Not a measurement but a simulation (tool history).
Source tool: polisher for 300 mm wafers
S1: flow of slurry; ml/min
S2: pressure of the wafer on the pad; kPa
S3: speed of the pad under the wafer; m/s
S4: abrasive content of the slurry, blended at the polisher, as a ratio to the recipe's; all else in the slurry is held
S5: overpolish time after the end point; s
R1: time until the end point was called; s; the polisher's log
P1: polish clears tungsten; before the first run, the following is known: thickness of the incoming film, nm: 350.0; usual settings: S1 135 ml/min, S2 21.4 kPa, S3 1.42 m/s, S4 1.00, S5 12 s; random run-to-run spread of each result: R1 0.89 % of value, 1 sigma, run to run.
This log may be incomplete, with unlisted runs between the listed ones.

run,hour,S1,S2,S3,S4,S5,R1
1,6.9,135,21.4,1.42,1.00,12,56.737
2,12.7,135,29.6,1.92,1.00,12,30.035
3,20.2,135,21.4,0.84,1.00,12,95.707
4,28.4,135,21.4,1.42,1.00,12,56.052
5,32.6,135,21.4,1.42,1.00,12,55.863
6,39.3,135,21.4,1.42,1.00,12,55.805
7,43.9,135,21.4,1.42,1.00,12,56.595
8,48.3,135,29.0,1.42,1.00,12,41.665
# hour 49.8: slurry nozzle cleaned
9,55.2,135,21.4,1.42,1.00,12,55.839
10,63.0,135,21.4,1.42,1.40,12,51.510
11,71.0,135,21.4,1.42,0.75,6,60.219
12,75.0,200,21.4,1.42,1.00,12,53.067
13,78.8,135,21.4,1.42,1.00,12,56.455
14,82.3,135,21.4,1.42,1.00,21,56.217
15,86.9,95,21.4,1.42,1.00,7,59.982
16,94.0,135,21.4,1.42,1.00,6,56.713
17,101.5,135,21.4,1.42,0.55,12,64.224
18,106.7,135,13.1,1.42,1.00,12,91.350
19,114.2,135,21.4,2.14,1.00,12,37.274
20,119.2,90,21.4,1.42,1.00,12,61.557
21,123.0,135,21.4,1.42,1.00,12,56.306
22,128.5,135,21.4,1.42,1.00,12,57.909
23,132.2,135,21.4,1.42,1.00,12,58.194
24,136.5,135,21.4,1.42,1.00,12,59.293
25,143.5,135,21.4,1.42,1.00,12,60.207
# hour 146.0: worn pad replaced by a new one
26,150.3,135,21.4,1.42,1.00,12,60.893
27,157.1,135,21.4,1.42,1.00,12,60.292
# hour 162.6: head pressure recalibrated
28,163.2,135,21.4,1.42,1.00,12,61.128
# hour 163.9: slurry blender recalibrated
29,168.4,135,21.4,1.42,1.00,12,61.204
30,175.1,135,21.4,1.42,1.00,12,61.945
31,179.7,135,21.4,1.42,1.00,12,61.074

Compared with where it was, what P1 gives has crept away. Each cause listed below fits the log as well as the rest, at the size given for it:
A: peroxide lost from the slurry, % = 20.4
B: slurry flow missing at the pad, % = 32.3
The gradual shift began around hour 123.0.
Ruled out, with reasons:
removal rate lost through wear of the pad, %: serviced at hour 146.0, which brought nothing back
head's pressure below its setpoint, %: serviced at hour 162.6, which brought nothing back
abrasive missing from the slurry, %: serviced at hour 163.9, which brought nothing back

You are offered 4 check runs, listed below with question marks in place of their results; each one averages 3 wafers. Which run separates the listed causes by giving clearly different results for each?
check 1,184.3,90,21.4,1.42,0.80,12,?
check 2,184.3,135,21.4,1.42,0.80,12,?
check 3,184.3,135,21.4,1.42,1.35,6,?
check 4,184.3,135,21.4,1.78,0.60,12,?

Expected result of each check under each candidate cause:
check,result,if A,if B
check 1,R1,71.083,73.779
check 2,R1,64.780,64.764
check 3,R1,57.214,57.200
check 4,R1,55.180,55.166
Per check, the gap between the least separated pair of causes, taken in the result that splits them most: check 1 3.72 %; check 2 0.02 %; check 3 0.02 %; check 4 0.02 %
The other checks would show nearly matching results whichever cause is true, so check 1 is the only one that separates the causes.

Running check 1 produced the following: R1 73.468 s. Which one of the listed causes fits?

B is the cause: slurry flow missing at the pad, %.
